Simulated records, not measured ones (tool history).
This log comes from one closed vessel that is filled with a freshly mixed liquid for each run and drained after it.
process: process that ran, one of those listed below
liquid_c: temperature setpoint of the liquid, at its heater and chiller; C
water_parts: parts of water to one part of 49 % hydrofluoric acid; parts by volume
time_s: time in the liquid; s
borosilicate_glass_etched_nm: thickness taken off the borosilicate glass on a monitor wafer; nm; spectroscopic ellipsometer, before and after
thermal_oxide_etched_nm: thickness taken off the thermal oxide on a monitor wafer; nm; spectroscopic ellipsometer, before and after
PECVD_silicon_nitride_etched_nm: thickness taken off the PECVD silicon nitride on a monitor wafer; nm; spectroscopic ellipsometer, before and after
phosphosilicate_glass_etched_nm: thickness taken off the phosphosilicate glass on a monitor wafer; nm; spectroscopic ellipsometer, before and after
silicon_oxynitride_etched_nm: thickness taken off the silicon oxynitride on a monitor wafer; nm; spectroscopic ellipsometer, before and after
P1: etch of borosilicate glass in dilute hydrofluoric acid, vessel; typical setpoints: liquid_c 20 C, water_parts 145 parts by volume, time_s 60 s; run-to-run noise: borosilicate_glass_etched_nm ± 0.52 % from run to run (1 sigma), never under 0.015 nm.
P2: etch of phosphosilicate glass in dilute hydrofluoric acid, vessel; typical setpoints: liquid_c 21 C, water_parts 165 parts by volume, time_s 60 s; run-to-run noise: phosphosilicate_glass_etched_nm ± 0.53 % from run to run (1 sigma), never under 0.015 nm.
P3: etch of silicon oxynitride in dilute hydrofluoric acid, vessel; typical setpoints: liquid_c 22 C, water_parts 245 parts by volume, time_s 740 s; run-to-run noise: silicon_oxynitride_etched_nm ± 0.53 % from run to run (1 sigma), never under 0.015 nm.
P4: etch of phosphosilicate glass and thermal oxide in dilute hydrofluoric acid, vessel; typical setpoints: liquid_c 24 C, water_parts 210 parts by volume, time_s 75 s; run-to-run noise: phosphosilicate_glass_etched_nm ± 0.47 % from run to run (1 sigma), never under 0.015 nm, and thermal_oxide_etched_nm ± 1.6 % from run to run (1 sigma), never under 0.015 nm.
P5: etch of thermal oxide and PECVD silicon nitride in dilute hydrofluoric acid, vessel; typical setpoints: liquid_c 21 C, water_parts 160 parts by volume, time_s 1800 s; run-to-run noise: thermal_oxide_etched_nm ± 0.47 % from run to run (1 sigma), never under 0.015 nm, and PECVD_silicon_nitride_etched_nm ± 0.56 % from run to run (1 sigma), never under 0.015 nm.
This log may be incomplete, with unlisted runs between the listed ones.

| run | hour | process | liquid_c | water_parts | time_s | hours since the thermometer was replaced | hours since the hydrofluoric acid flow meter was replaced | borosilicate_glass_etched_nm | thermal_oxide_etched_nm | PECVD_silicon_nitride_etched_nm | phosphosilicate_glass_etched_nm | silicon_oxynitride_etched_nm |
|---|---|---|---|---|---|---|---|---|---|---|---|---|
| 1 | 11.2 | P1 | 20 | 145 | 60 | 549.6 | 955.8 | 16.062 |  |  |  |  |
| 2 | 23.5 | P5 | 17 | 160 | 1800 | 561.9 | 968.1 |  | 39.603 | 18.583 |  |  |
| 3 | 33.3 | P2 | 27 | 165 | 60 | 571.7 | 977.9 |  |  |  | 66.521 |  |
| 4 | 43 | P1 | 20 | 50 | 60 | 581.4 | 987.6 | 51.797 |  |  |  |  |
| 5 | 55.6 | P1 | 20 | 145 | 60 | 594 | 1000.2 | 16.089 |  |  |  |  |
| 6 | 66 | P4 | 24 | 345 | 75 | 604.4 | 1010.6 |  | 0.83183 |  | 18.788 |  |
| 7 | 79.6 | P1 | 24 | 145 | 60 | 618 | 1024.2 | 18.804 |  |  |  |  |
| 8 | 90.8 | P1 | 20 | 225 | 60 | 629.2 | 1035.4 | 9.4634 |  |  |  |  |
| 9 | 107.6 | P1 | 20 | 235 | 85 | 646 | 1052.2 | 12.739 |  |  |  |  |
| 10 | 119.8 | P4 | 17 | 210 | 75 | 658.2 | 1064.4 |  | 1.1581 |  | 27.236 |  |
| 11 | 127.3 | P1 | 17 | 145 | 60 | 665.7 | 1071.9 | 14.219 |  |  |  |  |
| 12 | 141.1 | P1 | 20 | 145 | 30 | 679.5 | 1085.7 | 8.0307 |  |  |  |  |
| 13 | 151.7 | P1 | 20 | 145 | 90 | 690.1 | 1096.3 | 24.029 |  |  |  |  |
| 14 | 167.5 | P4 | 24 | 210 | 145 | 705.9 | 1112.1 |  | 2.8594 |  | 68.736 |  |
| 15 | 176.3 | P2 | 21 | 280 | 60 | 714.7 | 1120.9 |  |  |  | 27.802 |  |
|  | 181.5 | thermometer replaced |
| 16 | 187.8 | P1 | 20 | 145 | 60 | 6.3 | 1132.4 | 16.115 |  |  |  |  |
| 17 | 197.7 | P3 | 22 | 245 | 1285 | 16.2 | 1142.3 |  |  |  |  | 20.158 |
| 18 | 208.2 | P2 | 21 | 165 | 60 | 26.7 | 1152.8 |  |  |  | 52.915 |  |
| 19 | 220.7 | P2 | 21 | 165 | 30 | 39.2 | 1165.3 |  |  |  | 26.336 |  |
| 20 | 229.7 | P3 | 22 | 435 | 740 | 48.2 | 1174.3 |  |  |  |  | 5.9089 |
| 21 | 238.6 | P5 | 21 | 160 | 30 | 57.1 | 1183.2 |  | 0.7387 | 0.39535 |  |  |
| 22 | 248.7 | P5 | 21 | 30 | 1800 | 67.2 | 1193.3 |  | 290.26 | 125.28 |  |  |
| 23 | 266 | P1 | 17 | 240 | 60 | 84.5 | 1210.6 | 7.8849 |  |  |  |  |
| 24 | 274.5 | P1 | 17 | 145 | 30 | 93 | 1219.1 | 7.07 |  |  |  |  |
| 25 | 282.1 | P5 | 21 | 160 | 1800 | 100.6 | 1226.7 |  | 46.965 | 24.59 |  |  |
| 26 | 290.4 | P4 | 24 | 210 | 75 | 108.9 | 1235 |  | 1.6048 |  | 35.72 |  |
| 27 | 299.6 | P1 | 20 | 145 | 60 | 118.1 | 1244.2 | 16.017 |  |  |  |  |
| 28 | 309.7 | P1 | 20 | 145 | 60 | 128.2 | 1254.3 | 15.979 |  |  |  |  |
| 29 | 321 | P3 | 28 | 245 | 740 | 139.5 | 1265.6 |  |  |  |  | 15.104 |
| 30 | 333 | P1 | 20 | 145 | 60 | 151.5 | 1277.6 | 16.033 |  |  |  |  |
| 31 | 346.3 | P3 | 22 | 245 | 740 | 164.8 | 1290.9 |  |  |  |  | 11.624 |
| 32 | 354.6 | P1 | 20 | 145 | 60 | 173.1 | 1299.2 | 16.047 |  |  |  |  |
| 33 | 364 | P1 | 20 | 145 | 60 | 182.5 | 1308.6 | 16.551 |  |  |  |  |
| 34 | 379.5 | P1 | 20 | 145 | 60 | 198 | 1324.1 | 16.984 |  |  |  |  |
| 35 | 395.5 | P1 | 20 | 145 | 60 | 214 | 1340.1 | 17.399 |  |  |  |  |
| 36 | 409 | P1 | 20 | 145 | 60 | 227.5 | 1353.6 | 17.395 |  |  |  |  |
| 37 | 424.3 | P1 | 20 | 145 | 60 | 242.8 | 1368.9 | 17.542 |  |  |  |  |
| 38 | 436.8 | P1 | 20 | 145 | 60 | 255.3 | 1381.4 | 17.568 |  |  |  |  |
| 39 | 452.9 | P1 | 20 | 145 | 60 | 271.4 | 1397.5 | 17.397 |  |  |  |  |

Compared with where it was, what P1 gives has crept away. Each cause listed below fits the log as well as the rest, at the size given for it:
A: hydrofluoric acid flow above the setpoint (%) = 8.7
B: liquid hotter than its thermometer reads (K) = 2.43
The drift started at roughly hour 354.6.

Each of the 4 check runs below uses one wafer; its results are left as question marks. Which run tells the causes apart?
| check 1 | 469 | P2 | 26.5 | 165 | 30 |  |  |  |  |  | ? |  |
| check 2 | 469 | P3 | 27 | 245 | 1070 |  |  |  |  |  |  | ? |
| check 3 | 469 | P4 | 17 | 210 | 105 |  |  |  | ? |  | ? |  |
| check 4 | 469 | P5 | 21 | 60 | 235 |  |  |  | ? | ? |  |  |

What every check run would give for each of its results, assuming each possible cause in turn:
| check | result | if A | if B |
|---|---|---|---|
| check 1 | phosphosilicate_glass_etched_nm | 35.859 | 35.472 |
| check 2 | silicon_oxynitride_etched_nm | 23.261 | 23.31 |
| check 3 | thermal_oxide_etched_nm | 1.8214 | 1.8148 |
| check 3 | phosphosilicate_glass_etched_nm | 42.181 | 42.027 |
| check 4 | thermal_oxide_etched_nm | 19.87 | 20.098 |
| check 4 | PECVD_silicon_nitride_etched_nm | 9.0552 | 9.8483 |
Per-check spread between the two closest causes, in the result where they differ most: check 1 1.08 %; check 2 0.21 %; check 3 0.37 %; check 4 8.4 %
Only in check 4 would the causes give clearly different results; in the remaining checks their results would be nearly the same.

Running check 4 produced the following: thermal_oxide_etched_nm 19.933 nm; PECVD_silicon_nitride_etched_nm 9.0843 nm. Which one of the listed causes fits?

Of the candidate causes, it is A: hydrofluoric acid flow above the setpoint (%).
